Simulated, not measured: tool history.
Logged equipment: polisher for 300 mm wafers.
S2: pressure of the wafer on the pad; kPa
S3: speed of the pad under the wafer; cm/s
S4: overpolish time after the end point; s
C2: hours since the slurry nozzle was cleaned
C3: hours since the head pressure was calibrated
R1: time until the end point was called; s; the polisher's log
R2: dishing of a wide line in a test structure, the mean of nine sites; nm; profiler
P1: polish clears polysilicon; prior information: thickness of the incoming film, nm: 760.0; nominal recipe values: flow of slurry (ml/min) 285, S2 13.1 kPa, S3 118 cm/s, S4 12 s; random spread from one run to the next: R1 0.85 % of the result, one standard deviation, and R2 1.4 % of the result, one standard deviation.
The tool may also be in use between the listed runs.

run 1 hour=11.4 | flow_of_slurry_(ml/min)=285 S2=13.1 S3=118 S4=12 | wafers_polished_on_this_pad=640 C2=240.0 C3=417.3 | R1=53.020 R2=46.753
run 2 hour=20.1 | flow_of_slurry_(ml/min)=170 S2=13.1 S3=118 S4=12 | wafers_polished_on_this_pad=738 C2=248.7 C3=426.0 | R1=57.358 R2=45.560
run 3 hour=26.0 | flow_of_slurry_(ml/min)=285 S2=13.1 S3=118 S4=12 | wafers_polished_on_this_pad=804 C2=254.6 C3=431.9 | R1=53.150 R2=45.856
run 4 hour=37.5 | flow_of_slurry_(ml/min)=435 S2=13.1 S3=118 S4=12 | wafers_polished_on_this_pad=932 C2=266.1 C3=443.4 | R1=50.708 R2=46.439
-- hour=42.9 slurry nozzle cleaned
run 5 hour=43.1 | flow_of_slurry_(ml/min)=285 S2=13.1 S3=118 S4=12 | wafers_polished_on_this_pad=995 C2=0.2 C3=449.0 | R1=53.041 R2=45.987
run 6 hour=52.0 | flow_of_slurry_(ml/min)=285 S2=13.1 S3=118 S4=23 | wafers_polished_on_this_pad=1095 C2=9.1 C3=457.9 | R1=53.549 R2=48.285
run 7 hour=62.8 | flow_of_slurry_(ml/min)=285 S2=13.1 S3=118 S4=12 | wafers_polished_on_this_pad=1216 C2=19.9 C3=468.7 | R1=53.082 R2=46.187
run 8 hour=68.0 | flow_of_slurry_(ml/min)=285 S2=13.1 S3=118 S4=4 | wafers_polished_on_this_pad=1274 C2=25.1 C3=473.9 | R1=53.207 R2=32.697
run 9 hour=77.4 | flow_of_slurry_(ml/min)=285 S2=6.2 S3=118 S4=12 | wafers_polished_on_this_pad=1379 C2=34.5 C3=483.3 | R1=113.710 R2=37.031
run 10 hour=82.7 | flow_of_slurry_(ml/min)=285 S2=13.1 S3=118 S4=12 | wafers_polished_on_this_pad=1438 C2=39.8 C3=488.6 | R1=52.864 R2=46.482
run 11 hour=90.9 | flow_of_slurry_(ml/min)=285 S2=6.2 S3=118 S4=4 | wafers_polished_on_this_pad=1530 C2=48.0 C3=496.8 | R1=112.350 R2=20.045
run 12 hour=96.8 | flow_of_slurry_(ml/min)=285 S2=13.1 S3=54 S4=12 | wafers_polished_on_this_pad=1596 C2=53.9 C3=502.7 | R1=116.620 R2=37.618
run 13 hour=108.0 | flow_of_slurry_(ml/min)=285 S2=17.2 S3=118 S4=12 | wafers_polished_on_this_pad=1722 C2=65.1 C3=513.9 | R1=40.963 R2=47.531

The next listed run, before its measurement:
run 14 hour=117.2 | flow_of_slurry_(ml/min)=285 S2=13.1 S3=174 S4=12 | wafers_polished_on_this_pad=1825 C2=74.3 C3=523.1 | R1=? R2=?

Run 14 gave R1 36.356 s, R2 45.742 nm.
